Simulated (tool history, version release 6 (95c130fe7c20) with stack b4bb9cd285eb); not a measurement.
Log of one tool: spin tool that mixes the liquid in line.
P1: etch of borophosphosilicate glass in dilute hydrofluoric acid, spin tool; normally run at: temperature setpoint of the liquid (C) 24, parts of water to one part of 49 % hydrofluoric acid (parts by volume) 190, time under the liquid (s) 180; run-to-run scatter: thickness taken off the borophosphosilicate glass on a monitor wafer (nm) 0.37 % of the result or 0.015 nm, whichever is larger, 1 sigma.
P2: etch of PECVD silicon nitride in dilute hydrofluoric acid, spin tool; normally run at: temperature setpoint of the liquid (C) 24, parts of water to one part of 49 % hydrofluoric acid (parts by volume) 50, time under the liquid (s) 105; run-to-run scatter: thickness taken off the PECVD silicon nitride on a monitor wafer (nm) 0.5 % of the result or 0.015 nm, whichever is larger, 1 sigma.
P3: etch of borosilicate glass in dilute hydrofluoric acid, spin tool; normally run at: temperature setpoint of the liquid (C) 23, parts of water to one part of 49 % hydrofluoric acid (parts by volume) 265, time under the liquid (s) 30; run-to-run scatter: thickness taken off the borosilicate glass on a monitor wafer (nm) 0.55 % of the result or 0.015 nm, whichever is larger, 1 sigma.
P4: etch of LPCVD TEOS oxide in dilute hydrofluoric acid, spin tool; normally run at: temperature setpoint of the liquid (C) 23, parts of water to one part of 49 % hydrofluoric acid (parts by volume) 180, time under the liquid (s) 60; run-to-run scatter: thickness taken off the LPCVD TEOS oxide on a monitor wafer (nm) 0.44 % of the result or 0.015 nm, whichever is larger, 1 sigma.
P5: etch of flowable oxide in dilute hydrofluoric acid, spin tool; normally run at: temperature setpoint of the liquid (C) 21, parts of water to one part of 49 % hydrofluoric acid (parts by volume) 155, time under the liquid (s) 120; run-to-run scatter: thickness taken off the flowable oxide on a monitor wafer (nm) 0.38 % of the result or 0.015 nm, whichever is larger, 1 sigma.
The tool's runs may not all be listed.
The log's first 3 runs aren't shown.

| run | hour | process that ran | temperature setpoint of the liquid (C) | parts of water to one part of 49 % hydrofluoric acid (parts by volume) | time under the liquid (s) | thickness taken off the borophosphosilicate glass on a monitor wafer (nm) | thickness taken off the borosilicate glass on a monitor wafer (nm) | thickness taken off the LPCVD TEOS oxide on a monitor wafer (nm) | thickness taken off the flowable oxide on a monitor wafer (nm) | thickness taken off the PECVD silicon nitride on a monitor wafer (nm) |
|---|---|---|---|---|---|---|---|---|---|---|
| 4 | 52.2 | P4 | 23 | 180 | 60 |  |  | 5.4228 |  |  |
| 5 | 63.5 | P3 | 23 | 265 | 30 |  | 4.4152 |  |  |  |
| 6 | 77.9 | P1 | 24 | 190 | 180 | 26.827 |  |  |  |  |
| 7 | 90.3 | P1 | 24 | 190 | 180 | 26.717 |  |  |  |  |
| 8 | 108.9 | P5 | 21 | 155 | 210 |  |  |  | 47.244 |  |
| 9 | 117.9 | P1 | 24 | 190 | 180 | 26.645 |  |  |  |  |
| 10 | 130.3 | P1 | 18 | 190 | 180 | 21.164 |  |  |  |  |
| 11 | 143.4 | P1 | 24 | 190 | 180 | 26.65 |  |  |  |  |
| 12 | 156.6 | P1 | 17 | 190 | 290 | 32.917 |  |  |  |  |
| 13 | 172.4 | P2 | 24 | 70 | 105 |  |  |  |  | 3.7404 |
| 14 | 190.9 | P2 | 31.5 | 50 | 105 |  |  |  |  | 8.4507 |
| 15 | 207.5 | P2 | 24 | 50 | 105 |  |  |  |  | 5.1386 |
| 16 | 221.4 | P3 | 23 | 265 | 60 |  | 8.9225 |  |  |  |
| 17 | 231 | P4 | 23 | 180 | 60 |  |  | 5.4107 |  |  |
|  | 243.6 | hydrofluoric acid flow meter replaced |
| 18 | 249.3 | P5 | 21 | 280 | 120 |  |  |  | 13.2 |  |
| 19 | 262.8 | P4 | 23 | 180 | 15 |  |  | 1.3351 |  |  |
| 20 | 274.6 | P1 | 24 | 45 | 180 | 134.18 |  |  |  |  |
| 21 | 288.8 | P1 | 24 | 190 | 180 | 26.856 |  |  |  |  |
| 22 | 303.9 | P3 | 28.5 | 265 | 30 |  | 5.3748 |  |  |  |
| 23 | 319.2 | P1 | 21 | 125 | 180 | 39.084 |  |  |  |  |
| 24 | 329.9 | P5 | 21 | 155 | 120 |  |  |  | 26.723 |  |
| 25 | 346.2 | P5 | 25 | 155 | 120 |  |  |  | 31.206 |  |
| 26 | 362.4 | P1 | 24 | 320 | 180 | 13.894 |  |  |  |  |

The next listed run, before its measurement:
| 27 | 378.1 | P2 | 24 | 50 | 45 |  |  |  |  | ? |

{"run 27": {"thickness taken off the PECVD silicon nitride on a monitor wafer (nm)": 2.2225}}
